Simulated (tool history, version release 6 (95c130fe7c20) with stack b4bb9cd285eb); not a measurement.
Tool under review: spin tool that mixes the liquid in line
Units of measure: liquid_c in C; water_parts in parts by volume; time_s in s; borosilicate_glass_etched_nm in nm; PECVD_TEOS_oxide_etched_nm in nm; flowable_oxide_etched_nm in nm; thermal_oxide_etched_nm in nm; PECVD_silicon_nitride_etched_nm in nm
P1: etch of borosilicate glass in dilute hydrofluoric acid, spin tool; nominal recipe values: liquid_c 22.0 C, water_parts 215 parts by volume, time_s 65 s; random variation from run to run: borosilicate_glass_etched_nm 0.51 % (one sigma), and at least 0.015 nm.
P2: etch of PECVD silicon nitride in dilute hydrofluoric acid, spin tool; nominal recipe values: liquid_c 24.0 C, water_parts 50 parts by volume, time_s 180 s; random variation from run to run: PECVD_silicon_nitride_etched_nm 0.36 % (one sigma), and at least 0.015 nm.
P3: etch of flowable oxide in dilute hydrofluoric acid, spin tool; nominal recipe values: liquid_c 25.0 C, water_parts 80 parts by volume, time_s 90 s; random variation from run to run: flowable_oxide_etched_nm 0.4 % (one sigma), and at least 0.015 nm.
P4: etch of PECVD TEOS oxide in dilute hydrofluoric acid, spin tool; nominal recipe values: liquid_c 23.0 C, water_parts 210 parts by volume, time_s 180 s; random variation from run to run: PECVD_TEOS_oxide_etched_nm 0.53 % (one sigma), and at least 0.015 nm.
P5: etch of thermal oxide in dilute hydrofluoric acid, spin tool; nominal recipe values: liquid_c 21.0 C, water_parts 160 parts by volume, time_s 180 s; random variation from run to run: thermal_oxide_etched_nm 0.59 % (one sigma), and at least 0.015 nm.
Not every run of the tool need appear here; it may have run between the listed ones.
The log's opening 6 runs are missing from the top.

run   hour  process  liquid_c  water_parts  time_s  borosilicate_glass_etched_nm  PECVD_TEOS_oxide_etched_nm  flowable_oxide_etched_nm  thermal_oxide_etched_nm  PECVD_silicon_nitride_etched_nm
  7   38.9       P3      25.0           80      90                                                                              30.509
  8   42.6       P5      21.0          255     180                                                                                                      2.45320
  9   48.8       P3      25.0           80      40                                                                              13.633
 10   56.2       P1      17.0          385      65                        1.8518
 11   63.4       P1      28.0          215      65                        5.7075
 12   67.4       P5      21.0          160     180                                                                                                      4.17360
 13   73.1       P1      22.0          215      65                        4.6542
 14   79.8       P1      22.0          380      30                        1.0299
 15   87.8       P1      22.0          215     130                        9.1997
 16   93.9       P5      26.5          160     180                                                                                                      5.15440
 17  101.7       P2      31.0           50     180                                                                                                                                        19.660
 18  106.6       P4      23.0          210     300                                                   13.7580
 19  112.6       P1      22.0          300      65                        3.0448
 20  119.9       P3      17.0           80      90                                                                              22.149
 21  127.2       P2      24.0           50     365                                                                                                                                        25.565

Estimate the outcome of run 22 from the log above:
 22  131.7       P3      25.0           80      90                                                                                   ?

{"run 22": {"flowable_oxide_etched_nm": 30.618}}
